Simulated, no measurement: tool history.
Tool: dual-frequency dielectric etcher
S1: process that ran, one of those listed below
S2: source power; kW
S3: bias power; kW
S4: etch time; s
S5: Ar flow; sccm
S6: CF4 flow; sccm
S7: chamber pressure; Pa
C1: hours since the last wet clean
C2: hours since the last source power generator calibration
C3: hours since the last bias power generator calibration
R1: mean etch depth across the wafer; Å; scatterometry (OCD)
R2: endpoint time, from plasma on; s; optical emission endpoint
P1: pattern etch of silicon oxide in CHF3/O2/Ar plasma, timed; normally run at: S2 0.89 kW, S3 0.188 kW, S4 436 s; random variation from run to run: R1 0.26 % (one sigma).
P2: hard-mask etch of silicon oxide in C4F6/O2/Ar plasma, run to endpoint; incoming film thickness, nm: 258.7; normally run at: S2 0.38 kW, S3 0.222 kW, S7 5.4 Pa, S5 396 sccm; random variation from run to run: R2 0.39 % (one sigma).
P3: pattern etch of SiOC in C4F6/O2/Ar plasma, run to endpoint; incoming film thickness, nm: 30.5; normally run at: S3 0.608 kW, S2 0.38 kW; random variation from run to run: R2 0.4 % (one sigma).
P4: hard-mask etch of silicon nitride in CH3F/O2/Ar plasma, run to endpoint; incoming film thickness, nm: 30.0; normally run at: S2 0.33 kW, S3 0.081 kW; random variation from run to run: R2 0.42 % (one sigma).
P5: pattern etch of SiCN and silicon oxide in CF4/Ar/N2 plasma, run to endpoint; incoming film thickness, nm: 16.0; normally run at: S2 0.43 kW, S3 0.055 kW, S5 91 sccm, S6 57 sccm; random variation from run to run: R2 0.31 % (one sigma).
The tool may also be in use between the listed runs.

run   hour  S1    S2     S3     S4   S5  S6    S7     C1     C2     C3      R1      R2
  1    8.4  P1  0.89  0.188    436                 223.2    603  627.7   10372
  2   15.3  P1  0.89  0.188    436                 230.1  609.9  634.6   10406
  3   20.5  P1  0.89  0.229    436                 235.3  615.1  639.8   11110
  4   29.8  P5  0.43  0.055          91  57        244.6  624.4  649.1          21.765
  5     37  P1  0.89  0.188    436                 251.8  631.6  656.3   10396
  6   43.8  P5  0.28  0.055          91  57        258.6  638.4  663.1          31.836
  7   48.7  P3  0.38  0.726                        263.5  643.3    668          9.0344
  8   56.3  P5  0.43  0.055          60  57        271.1  650.9  675.6          20.406
  9   62.8  P4  0.33  0.081                        277.6  657.4  682.1          45.451
 10   72.1  P5  0.43  0.055          91  57        286.9  666.7  691.4          21.862
 11   77.2  P1  0.89  0.188    436                   292  671.8  696.5   10427
 12   83.4  P2  0.38  0.222         317       5.4  298.2    678  702.7          80.985
 13   91.6  P3  0.27  0.608                        306.4  686.2  710.9          11.041
 14  101.8  P2  0.38  0.222         396       5.4  316.6  696.4  721.1          82.416
 15  108.7  P2  0.46  0.222         396       5.4  323.5  703.3    728          76.979
 16  117.7  P5  0.43  0.038          91  57        332.5  712.3    737          24.477
 17  123.2  P1  0.89  0.188    436                   338  717.8  742.5   10379
 18  129.9  P1  1.13  0.188    436                 344.7  724.5  749.2   11394
 19  139.7  P3  0.38  0.608                        354.5  734.3    759          9.7504
 20  145.8  P1  0.89  0.188  291.5                 360.6  740.4  765.1  6945.7
 21  155.5  P3  0.38  0.608                        370.3  750.1  774.8          9.7435
 22  160.2  P2  0.38  0.222         396      6.47    375  754.8  779.5          84.669
 23  165.8  P1  0.89  0.188    436                 380.6  760.4  785.1   10383

Run 24 comes next. What will it give?
 24  170.4  P1  0.89  0.126  436              385.2  765  789.7   ?

{"run 24": {"R1": 9130.9}}

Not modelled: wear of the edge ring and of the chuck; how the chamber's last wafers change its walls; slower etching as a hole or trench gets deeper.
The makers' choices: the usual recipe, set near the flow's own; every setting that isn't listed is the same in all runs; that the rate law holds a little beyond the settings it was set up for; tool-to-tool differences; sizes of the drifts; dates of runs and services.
